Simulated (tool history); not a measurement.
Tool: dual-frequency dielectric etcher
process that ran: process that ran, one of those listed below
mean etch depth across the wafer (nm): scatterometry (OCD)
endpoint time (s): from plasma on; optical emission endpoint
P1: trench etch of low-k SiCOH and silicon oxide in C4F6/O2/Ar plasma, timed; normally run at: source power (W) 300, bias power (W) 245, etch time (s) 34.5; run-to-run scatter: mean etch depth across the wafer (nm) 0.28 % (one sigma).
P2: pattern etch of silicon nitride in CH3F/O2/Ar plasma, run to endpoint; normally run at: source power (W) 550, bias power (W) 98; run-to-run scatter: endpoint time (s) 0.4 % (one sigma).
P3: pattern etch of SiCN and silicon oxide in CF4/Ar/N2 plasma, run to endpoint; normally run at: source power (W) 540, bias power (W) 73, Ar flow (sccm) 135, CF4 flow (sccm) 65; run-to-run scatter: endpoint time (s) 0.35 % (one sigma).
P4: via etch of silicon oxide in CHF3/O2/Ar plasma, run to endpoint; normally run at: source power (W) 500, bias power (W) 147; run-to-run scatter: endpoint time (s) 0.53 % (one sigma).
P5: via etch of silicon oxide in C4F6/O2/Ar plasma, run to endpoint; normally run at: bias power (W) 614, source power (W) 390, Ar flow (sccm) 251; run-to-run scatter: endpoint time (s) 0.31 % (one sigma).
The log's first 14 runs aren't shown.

run	day	process that ran	source power (W)	bias power (W)	etch time (s)	Ar flow (sccm)	CF4 flow (sccm)	mean etch depth across the wafer (nm)	endpoint time (s)
15	6.167	P5	390	466		251			40.942
16	6.554	P2	550	98					67.717
17	7.012	P2	550	71					75.816
18	7.433	P1	360	245	34.5			118.54	
19	7.975	P1	300	245	34.5			110.75	
20	8.333	P5	520	614		251			33.138
21	8.762	P3	320	73		135	65		28.919
22	9.258	P1	180	313	34.5			99.383	
23	9.729	P1	300	245	34.5			110.72	
24	10.296	P1	300	150	34.5			94.535	
25	10.696	P5	390	614		349			38.035
26	10.971	P1	300	296	22			75.245	
27	11.275	P2	430	98					74.663
28	11.588	P1	300	331	47.5			168.6	
29	12.125	P3	540	73		135	65		18.182

Forecast run 30:
30	12.438	P3	540	73		135	85		?

endpoint time (s): 17.375
